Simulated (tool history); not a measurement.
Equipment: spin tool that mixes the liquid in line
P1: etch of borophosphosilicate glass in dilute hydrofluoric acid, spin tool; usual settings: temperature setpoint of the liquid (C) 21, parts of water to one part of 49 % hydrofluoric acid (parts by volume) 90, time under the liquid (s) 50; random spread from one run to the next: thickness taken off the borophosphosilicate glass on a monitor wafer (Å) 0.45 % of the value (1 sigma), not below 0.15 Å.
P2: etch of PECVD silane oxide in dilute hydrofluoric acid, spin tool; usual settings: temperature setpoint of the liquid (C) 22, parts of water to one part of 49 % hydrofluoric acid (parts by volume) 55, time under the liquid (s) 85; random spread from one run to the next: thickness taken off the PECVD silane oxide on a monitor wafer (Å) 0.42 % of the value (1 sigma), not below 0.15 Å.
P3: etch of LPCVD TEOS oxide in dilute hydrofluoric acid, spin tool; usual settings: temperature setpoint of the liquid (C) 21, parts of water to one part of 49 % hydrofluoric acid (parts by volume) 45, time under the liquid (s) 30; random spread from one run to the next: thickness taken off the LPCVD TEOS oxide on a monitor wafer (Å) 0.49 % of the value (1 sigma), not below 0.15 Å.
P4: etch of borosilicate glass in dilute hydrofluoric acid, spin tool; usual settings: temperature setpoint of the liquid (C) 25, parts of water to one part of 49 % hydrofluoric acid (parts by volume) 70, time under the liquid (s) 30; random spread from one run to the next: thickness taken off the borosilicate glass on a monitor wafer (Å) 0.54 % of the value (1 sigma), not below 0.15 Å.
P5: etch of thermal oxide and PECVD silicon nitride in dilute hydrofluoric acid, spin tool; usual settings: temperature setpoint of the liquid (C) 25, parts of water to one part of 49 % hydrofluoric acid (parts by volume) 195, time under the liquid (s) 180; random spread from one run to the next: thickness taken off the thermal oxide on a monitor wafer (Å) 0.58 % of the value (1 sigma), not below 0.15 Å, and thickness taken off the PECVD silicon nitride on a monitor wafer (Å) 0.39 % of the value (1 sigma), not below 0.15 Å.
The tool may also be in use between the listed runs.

run    day  process that ran  temperature setpoint of the liquid (C)  parts of water to one part of 49 % hydrofluoric acid (parts by volume)  time under the liquid (s)  thickness taken off the borophosphosilicate glass on a monitor wafer (Å)  thickness taken off the LPCVD TEOS oxide on a monitor wafer (Å)  thickness taken off the borosilicate glass on a monitor wafer (Å)  thickness taken off the thermal oxide on a monitor wafer (Å)  thickness taken off the PECVD silicon nitride on a monitor wafer (Å)  thickness taken off the PECVD silane oxide on a monitor wafer (Å)
  1  0.233                P1                                      21                                                                      90                         50                                                                    185.53
  2  0.458                P1                                      21                                                                      90                         50                                                                     186.7
  3  0.604                P3                                      21                                                                      45                         45                                                                                                                                      163.3
  4  0.846                P4                                    32.5                                                                      70                         30                                                                                                                                                                                                        265.07
  5      1                P5                                      25                                                                      85                        180                                                                                                                                                                                                                                                                      110.48                                                                 128.4
  6  1.142                P3                                      21                                                                      45                         30                                                                                                                                     109.02
  7  1.321                P3                                    25.5                                                                      45                         30                                                                                                                                     130.59
  8  1.558                P1                                    27.5                                                                      90                         50                                                                    239.66
  9  1.704                P1                                      21                                                                      90                         50                                                                    187.01
 10    1.9                P5                                      19                                                                     195                        180                                                                                                                                                                                                                                                                      33.855                                                                 38.39
 11  2.108                P1                                      21                                                                      90                         20                                                                    74.023
 12  2.358                P1                                      21                                                                      90                         50                                                                    186.66
 13  2.471                P1                                      21                                                                      45                         15                                                                    117.96
 14  2.696                P1                                      21                                                                      90                         50                                                                    185.79
 15  2.858                P1                                      21                                                                      90                         50                                                                    187.21
 16  2.992                P2                                      22                                                                      55                        130                                                                                                                                                                                                                                                                                                                                                                                                               742.32
 17  3.179                P3                                      21                                                                      65                         30                                                                                                                                     72.925
 18  3.317                P1                                      21                                                                      55                         95                                                                    604.88
 19  3.508                P2                                      22                                                                      85                         85                                                                                                                                                                                                                                                                                                                                                                                                               304.31
 20   3.65                P1                                      21                                                                      90                         95                                                                    353.09
       3.7  -- thermometer replaced
 21  3.875                P5                                      25                                                                     195                        180                                                                                                                                                                                                                                                                      42.587                                                                57.067
 22  4.108                P2                                      22                                                                      55                         85                                                                                                                                                                                                                                                                                                                                                                                                                488.7
 23   4.35                P4                                      25                                                                     100                         30                                                                                                                                                                                                        133.82
 24  4.467                P4                                      25                                                                      70                         15                                                                                                                                                                                                        100.08
 25  4.583                P5                                      25                                                                     195                         80                                                                                                                                                                                                                                                                      18.901                                                                25.067
 26  4.829                P1                                      21                                                                     145                         50                                                                    108.66
 27  5.029                P3                                      21                                                                      45                         30                                                                                                                                      108.8
 28  5.192                P1                                      17                                                                      45                         50                                                                    332.31
 29  5.433                P1                                      21                                                                      90                         50                                                                    186.72
 30  5.642                P2                                      30                                                                      55                         85                                                                                                                                                                                                                                                                                                                                                                                                               672.02
 31  5.838                P4                                      25                                                                      70                         30                                                                                                                                                                                                        197.43
 32  5.979                P4                                      25                                                                      70                         30                                                                                                                                                                                                        198.74
 33  6.225                P1                                      21                                                                      20                         50                                                                    920.37
 34  6.379                P1                                      17                                                                      90                         50                                                                    158.17
 35  6.533                P1                                      21                                                                      90                         50                                                                    186.18
 36  6.708                P1                                      21                                                                      90                         50                                                                    182.16
 37  6.867                P1                                      21                                                                      90                         50                                                                    178.29
 38  7.042                P1                                      21                                                                      90                         50                                                                    179.19
 39  7.283                P1                                      21                                                                      90                         50                                                                    176.54
 40  7.438                P1                                      21                                                                      90                         50                                                                    176.43
 41  7.621                P1                                      21                                                                      90                         50                                                                    175.89
 42  7.817                P1                                      21                                                                      90                         50                                                                    176.07

P1 no longer gives what it gave before; its output has crept away from where it was. The following 2 causes, each at its listed size, fit the log equally well:
A: liquid colder than its thermometer reads (K) = 1.43
B: hydrofluoric acid flow below the setpoint (%) = 5.16
The drift started at roughly day 6.533.

4 check runs are offered, one wafer each, their results left as question marks. Which one tells the causes apart?
check 1  8.012                P2                                      22                                                                      55                         85                                                                                                                                                                                                                                                                                                                                                                                                                    ?
check 2  8.012                P5                                      25                                                                     195                        180                                                                                                                                                                                                                                                                           ?                                                                     ?
check 3  8.012                P3                                      21                                                                      45                         30                                                                                                                                          ?
check 4  8.012                P4                                      25                                                                      70                         30                                                                                                                                                                                                             ?

Check results expected under each cause:
  check                                                                result    if A    if B
check 1     thickness taken off the PECVD silane oxide on a monitor wafer (Å)  457.65  459.13
check 2          thickness taken off the thermal oxide on a monitor wafer (Å)  40.172  39.701
check 2  thickness taken off the PECVD silicon nitride on a monitor wafer (Å)  51.593  53.573
check 3       thickness taken off the LPCVD TEOS oxide on a monitor wafer (Å)   102.4  102.89
check 4     thickness taken off the borosilicate glass on a monitor wafer (Å)  187.69  187.65
Per check, the gap between the least separated pair of causes, taken in the result that splits them most: check 1 0.32 %; check 2 3.77 %; check 3 0.48 %; check 4 0.02 %
Only check 2 tells the causes apart: in the others they would give nearly the same result.

The results of check 2 are: thickness taken off the thermal oxide on a monitor wafer (Å) 39.594; thickness taken off the PECVD silicon nitride on a monitor wafer (Å) 53.636. Based on these, which of the listed causes is it?

The correct cause is B, namely: hydrofluoric acid flow below the setpoint (%).
